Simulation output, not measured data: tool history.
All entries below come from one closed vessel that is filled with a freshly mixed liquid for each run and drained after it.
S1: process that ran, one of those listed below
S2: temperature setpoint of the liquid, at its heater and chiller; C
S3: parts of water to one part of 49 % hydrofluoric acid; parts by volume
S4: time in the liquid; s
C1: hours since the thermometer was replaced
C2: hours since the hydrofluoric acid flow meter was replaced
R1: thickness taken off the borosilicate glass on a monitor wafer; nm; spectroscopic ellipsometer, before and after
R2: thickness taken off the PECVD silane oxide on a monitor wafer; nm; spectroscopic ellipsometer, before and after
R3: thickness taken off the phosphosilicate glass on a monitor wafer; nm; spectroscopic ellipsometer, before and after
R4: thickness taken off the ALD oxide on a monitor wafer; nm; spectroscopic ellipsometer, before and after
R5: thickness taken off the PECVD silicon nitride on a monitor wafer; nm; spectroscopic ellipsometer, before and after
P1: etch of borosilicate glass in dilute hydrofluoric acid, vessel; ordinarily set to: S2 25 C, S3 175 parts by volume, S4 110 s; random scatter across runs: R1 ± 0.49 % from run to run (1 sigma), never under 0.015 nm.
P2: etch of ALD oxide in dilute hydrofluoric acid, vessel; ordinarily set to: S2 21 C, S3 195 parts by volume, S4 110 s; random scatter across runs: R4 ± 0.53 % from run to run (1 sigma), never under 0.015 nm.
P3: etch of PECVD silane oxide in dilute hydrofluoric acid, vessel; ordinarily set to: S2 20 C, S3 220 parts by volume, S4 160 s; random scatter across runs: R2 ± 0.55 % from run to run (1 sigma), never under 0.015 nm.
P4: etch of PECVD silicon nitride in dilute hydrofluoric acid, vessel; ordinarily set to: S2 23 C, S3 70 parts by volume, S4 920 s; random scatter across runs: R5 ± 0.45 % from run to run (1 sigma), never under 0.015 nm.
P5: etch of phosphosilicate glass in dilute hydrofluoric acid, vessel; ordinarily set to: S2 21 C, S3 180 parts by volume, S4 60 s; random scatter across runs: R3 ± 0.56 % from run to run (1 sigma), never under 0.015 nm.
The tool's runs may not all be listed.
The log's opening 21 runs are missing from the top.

Run 22, day 10.733: S1 P1, S2 32 C, S3 175 parts by volume, S4 110 s; C1 416; C2 33.7. Result: R1 15.977 nm.
Run 23, day 11.112: S1 P4, S2 23 C, S3 70 parts by volume, S4 1325 s; C1 425.1; C2 42.8. Result: R5 72.785 nm.
Run 24, day 11.804: S1 P4, S2 19 C, S3 70 parts by volume, S4 920 s; C1 441.7; C2 59.4. Result: R5 38.547 nm.
At day 11.862: thermometer replaced.
Run 25, day 12.329: S1 P2, S2 21 C, S3 195 parts by volume, S4 110 s; C1 11.3; C2 72. Result: R4 12.694 nm.
Run 26, day 12.821: S1 P2, S2 21 C, S3 305 parts by volume, S4 110 s; C1 23.1; C2 83.8. Result: R4 7.3429 nm.
Run 27, day 13.417: S1 P5, S2 21 C, S3 275 parts by volume, S4 60 s; C1 37.4; C2 98.1. Result: R3 21.525 nm.
Run 28, day 14.042: S1 P1, S2 30.5 C, S3 175 parts by volume, S4 50 s; C1 52.4; C2 113.1. Result: R1 6.824 nm.
Run 29, day 14.646: S1 P1, S2 25 C, S3 105 parts by volume, S4 30 s; C1 66.9; C2 127.6. Result: R1 6.1067 nm.
Run 30, day 15.071: S1 P4, S2 23 C, S3 20 parts by volume, S4 920 s; C1 77.1; C2 137.8. Result: R5 168.72 nm.
Run 31, day 15.604: S1 P1, S2 25 C, S3 175 parts by volume, S4 110 s; C1 89.9; C2 150.6. Result: R1 12.332 nm.
Run 32, day 16.125: S1 P1, S2 25 C, S3 175 parts by volume, S4 110 s; C1 102.4; C2 163.1. Result: R1 12.714 nm.
Run 33, day 16.608: S1 P1, S2 25 C, S3 175 parts by volume, S4 110 s; C1 114; C2 174.7. Result: R1 12.939 nm.
Run 34, day 16.979: S1 P1, S2 25 C, S3 175 parts by volume, S4 110 s; C1 122.9; C2 183.6. Result: R1 13.076 nm.
Run 35, day 17.446: S1 P1, S2 25 C, S3 175 parts by volume, S4 110 s; C1 134.1; C2 194.8. Result: R1 13.156 nm.

The next listed run, before its measurement:
Run 36, day 17.758: S1 P1, S2 25 C, S3 175 parts by volume, S4 110 s; C1 141.6; C2 202.3. Result: R1 ?.

For run 36 the tool returned R1 13.236 nm.
